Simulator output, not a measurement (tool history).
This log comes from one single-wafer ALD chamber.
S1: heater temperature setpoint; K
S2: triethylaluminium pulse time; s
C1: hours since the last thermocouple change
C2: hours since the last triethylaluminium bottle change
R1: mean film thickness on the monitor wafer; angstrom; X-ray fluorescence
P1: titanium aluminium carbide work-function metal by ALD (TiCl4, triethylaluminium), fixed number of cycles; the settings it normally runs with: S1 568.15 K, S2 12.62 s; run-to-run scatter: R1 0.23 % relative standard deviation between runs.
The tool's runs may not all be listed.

| run | day | S1 | S2 | C1 | C2 | R1 |
|---|---|---|---|---|---|---|
| 1 | 0.571 | 568.15 | 12.62 | 467.4 | 770 | 20.146 |
| 2 | 1.033 | 568.15 | 12.62 | 478.5 | 781.1 | 20.092 |
| 3 | 1.533 | 568.15 | 12.62 | 490.5 | 793.1 | 20.218 |
| 4 | 2.092 | 568.15 | 17.92 | 503.9 | 806.5 | 20.342 |
| 5 | 2.712 | 592.15 | 12.62 | 518.8 | 821.4 | 22.363 |
| 6 | 3.171 | 568.15 | 4.34 | 529.8 | 832.4 | 15.867 |
| 7 | 3.538 | 568.15 | 12.62 | 538.6 | 841.2 | 20.251 |
| 8 | 4.038 | 568.15 | 12.62 | 550.6 | 853.2 | 20.146 |
| 9 | 4.321 | 568.15 | 12.62 | 557.4 | 860 | 20.142 |
| 10 | 4.908 | 544.15 | 12.62 | 571.5 | 874.1 | 18.06 |
| 11 | 5.529 | 580.15 | 17.27 | 586.4 | 889 | 21.499 |
| 12 | 5.892 | 568.15 | 12.62 | 595.1 | 897.7 | 20.128 |
| 13 | 6.542 | 568.15 | 12.62 | 610.7 | 913.3 | 20.014 |
| 14 | 6.971 | 568.15 | 12.62 | 621 | 923.6 | 20.129 |
| 15 | 7.304 | 568.15 | 12.62 | 629 | 931.6 | 20.005 |
| 16 | 7.888 | 568.15 | 12.62 | 643 | 945.6 | 19.887 |

Run 17, settings as shown, results not yet in. Your forecast:
| 17 | 8.279 | 568.15 | 12.62 | 652.4 | 955 | ? |

Run 17 yielded R1 19.897 angstrom.

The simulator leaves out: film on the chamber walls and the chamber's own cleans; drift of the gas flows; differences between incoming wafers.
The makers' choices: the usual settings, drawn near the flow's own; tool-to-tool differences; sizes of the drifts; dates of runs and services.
